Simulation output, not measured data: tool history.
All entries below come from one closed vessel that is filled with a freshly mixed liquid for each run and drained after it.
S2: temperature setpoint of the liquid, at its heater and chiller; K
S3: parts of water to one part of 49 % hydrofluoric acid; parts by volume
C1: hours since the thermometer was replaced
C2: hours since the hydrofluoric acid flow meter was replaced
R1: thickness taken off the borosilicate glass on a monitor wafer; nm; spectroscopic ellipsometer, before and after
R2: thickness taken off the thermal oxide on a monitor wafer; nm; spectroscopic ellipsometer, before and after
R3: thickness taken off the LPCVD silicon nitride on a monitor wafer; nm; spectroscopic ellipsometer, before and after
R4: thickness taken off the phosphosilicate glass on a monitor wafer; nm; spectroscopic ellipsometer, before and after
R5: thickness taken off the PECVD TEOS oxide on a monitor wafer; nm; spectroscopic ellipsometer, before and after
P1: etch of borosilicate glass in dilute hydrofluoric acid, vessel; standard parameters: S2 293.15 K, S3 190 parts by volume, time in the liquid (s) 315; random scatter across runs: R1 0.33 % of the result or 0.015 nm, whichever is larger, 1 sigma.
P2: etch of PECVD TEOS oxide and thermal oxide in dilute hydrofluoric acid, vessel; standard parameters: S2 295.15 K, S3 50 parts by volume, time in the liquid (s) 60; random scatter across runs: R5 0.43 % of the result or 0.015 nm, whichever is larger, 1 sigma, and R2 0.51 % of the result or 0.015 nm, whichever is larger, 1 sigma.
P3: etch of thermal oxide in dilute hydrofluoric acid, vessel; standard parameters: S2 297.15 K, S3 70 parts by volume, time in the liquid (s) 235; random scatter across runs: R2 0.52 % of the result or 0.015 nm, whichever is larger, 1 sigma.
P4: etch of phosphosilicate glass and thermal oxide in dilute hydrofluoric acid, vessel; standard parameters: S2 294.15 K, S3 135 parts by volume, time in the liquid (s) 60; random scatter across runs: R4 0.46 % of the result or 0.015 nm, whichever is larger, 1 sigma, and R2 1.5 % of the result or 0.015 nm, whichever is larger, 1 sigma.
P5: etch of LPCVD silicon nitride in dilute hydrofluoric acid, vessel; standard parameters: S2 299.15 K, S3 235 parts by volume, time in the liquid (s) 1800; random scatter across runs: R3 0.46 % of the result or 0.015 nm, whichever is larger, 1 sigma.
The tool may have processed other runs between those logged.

run 1 day=0.462 | process_that_ran=P1 S2=293.15 S3=190 time_in_the_liquid_(s)=315 | C1=372.2 C2=1211.8 | R1=47.940
run 2 day=0.812 | process_that_ran=P3 S2=297.15 S3=70 time_in_the_liquid_(s)=235 | C1=380.6 C2=1220.2 | R2=16.37800
run 3 day=1.183 | process_that_ran=P5 S2=295.15 S3=235 time_in_the_liquid_(s)=1800 | C1=389.5 C2=1229.1 | R3=3.6172
run 4 day=1.546 | process_that_ran=P4 S2=294.15 S3=135 time_in_the_liquid_(s)=30 | C1=398.2 C2=1237.8 | R2=0.92062 R4=37.500
run 5 day=2.125 | process_that_ran=P1 S2=293.15 S3=190 time_in_the_liquid_(s)=315 | C1=412.1 C2=1251.7 | R1=47.722
run 6 day=2.646 | process_that_ran=P5 S2=299.15 S3=235 time_in_the_liquid_(s)=1800 | C1=424.6 C2=1264.2 | R3=4.6177
run 7 day=3.096 | process_that_ran=P1 S2=293.15 S3=190 time_in_the_liquid_(s)=315 | C1=435.4 C2=1275.0 | R1=47.695
run 8 day=3.504 | process_that_ran=P4 S2=294.15 S3=20 time_in_the_liquid_(s)=60 | C1=445.2 C2=1284.8 | R2=14.37400 R4=578.370
run 9 day=4.050 | process_that_ran=P1 S2=293.15 S3=190 time_in_the_liquid_(s)=315 | C1=458.3 C2=1297.9 | R1=47.812
run 10 day=4.671 | process_that_ran=P2 S2=299.15 S3=50 time_in_the_liquid_(s)=60 | C1=473.2 C2=1312.8 | R2=6.52090 R5=38.878
run 11 day=5.271 | process_that_ran=P1 S2=293.15 S3=125 time_in_the_liquid_(s)=175 | C1=487.6 C2=1327.2 | R1=42.736
run 12 day=5.779 | process_that_ran=P2 S2=295.15 S3=20 time_in_the_liquid_(s)=60 | C1=499.8 C2=1339.4 | R2=14.49000 R5=85.117
run 13 day=6.242 | process_that_ran=P5 S2=299.15 S3=50 time_in_the_liquid_(s)=1800 | C1=510.9 C2=1350.5 | R3=21.4160
run 14 day=6.650 | process_that_ran=P1 S2=293.15 S3=190 time_in_the_liquid_(s)=315 | C1=520.7 C2=1360.3 | R1=47.604
run 15 day=7.267 | process_that_ran=P3 S2=297.15 S3=70 time_in_the_liquid_(s)=425 | C1=535.5 C2=1375.1 | R2=29.58100
run 16 day=7.775 | process_that_ran=P4 S2=299.65 S3=135 time_in_the_liquid_(s)=60 | C1=547.7 C2=1387.3 | R2=2.21280 R4=92.962
run 17 day=8.271 | process_that_ran=P4 S2=294.15 S3=135 time_in_the_liquid_(s)=60 | C1=559.6 C2=1399.2 | R2=1.81970 R4=74.647
run 18 day=8.683 | process_that_ran=P4 S2=294.15 S3=135 time_in_the_liquid_(s)=60 | C1=569.5 C2=1409.1 | R2=1.85340 R4=74.933
run 19 day=9.008 | process_that_ran=P5 S2=299.15 S3=235 time_in_the_liquid_(s)=465 | C1=577.3 C2=1416.9 | R3=1.2127
run 20 day=9.400 | process_that_ran=P1 S2=297.15 S3=190 time_in_the_liquid_(s)=315 | C1=586.7 C2=1426.3 | R1=55.568
-- day=9.717 hydrofluoric acid flow meter replaced
run 21 day=10.008 | process_that_ran=P1 S2=300.15 S3=190 time_in_the_liquid_(s)=60 | C1=601.3 C2=7.0 | R1=11.869
run 22 day=10.642 | process_that_ran=P3 S2=297.15 S3=40 time_in_the_liquid_(s)=235 | C1=616.5 C2=22.2 | R2=29.80100
run 23 day=11.146 | process_that_ran=P1 S2=293.15 S3=190 time_in_the_liquid_(s)=315 | C1=628.6 C2=34.3 | R1=47.599
run 24 day=11.662 | process_that_ran=P1 S2=293.15 S3=190 time_in_the_liquid_(s)=475 | C1=641.0 C2=46.7 | R1=71.987
run 25 day=12.038 | process_that_ran=P2 S2=295.15 S3=50 time_in_the_liquid_(s)=60 | C1=650.0 C2=55.7 | R2=5.61730 R5=33.045
run 26 day=12.392 | process_that_ran=P1 S2=293.15 S3=335 time_in_the_liquid_(s)=315 | C1=658.5 C2=64.2 | R1=23.668
run 27 day=12.838 | process_that_ran=P1 S2=290.15 S3=190 time_in_the_liquid_(s)=315 | C1=669.2 C2=74.9 | R1=42.153
run 28 day=13.446 | process_that_ran=P2 S2=295.15 S3=50 time_in_the_liquid_(s)=60 | C1=683.8 C2=89.5 | R2=5.53350 R5=32.777
run 29 day=13.738 | process_that_ran=P5 S2=299.15 S3=235 time_in_the_liquid_(s)=1800 | C1=690.8 C2=96.5 | R3=4.6130
run 30 day=14.225 | process_that_ran=P2 S2=295.15 S3=50 time_in_the_liquid_(s)=100 | C1=702.5 C2=108.2 | R2=9.20460 R5=54.689
run 31 day=14.683 | process_that_ran=P1 S2=293.15 S3=190 time_in_the_liquid_(s)=145 | C1=713.5 C2=119.2 | R1=21.980
run 32 day=15.129 | process_that_ran=P1 S2=293.15 S3=80 time_in_the_liquid_(s)=315 | C1=724.2 C2=129.9 | R1=127.100
run 33 day=15.683 | process_that_ran=P3 S2=301.15 S3=70 time_in_the_liquid_(s)=235 | C1=737.5 C2=143.2 | R2=19.09200
run 34 day=16.129 | process_that_ran=P1 S2=293.15 S3=190 time_in_the_liquid_(s)=315 | C1=748.2 C2=153.9 | R1=47.509
run 35 day=16.696 | process_that_ran=P1 S2=293.15 S3=190 time_in_the_liquid_(s)=315 | C1=761.8 C2=167.5 | R1=48.486
run 36 day=17.079 | process_that_ran=P1 S2=293.15 S3=190 time_in_the_liquid_(s)=315 | C1=771.0 C2=176.7 | R1=49.317
run 37 day=17.500 | process_that_ran=P1 S2=293.15 S3=190 time_in_the_liquid_(s)=315 | C1=781.1 C2=186.8 | R1=49.410
run 38 day=18.042 | process_that_ran=P1 S2=293.15 S3=190 time_in_the_liquid_(s)=315 | C1=794.1 C2=199.8 | R1=50.047

Predict the results of run 39:
run 39 day=18.683 | process_that_ran=P1 S2=293.15 S3=190 time_in_the_liquid_(s)=315 | C1=809.5 C2=215.2 | R1=?

Run 39 measured R1 50.154 nm.
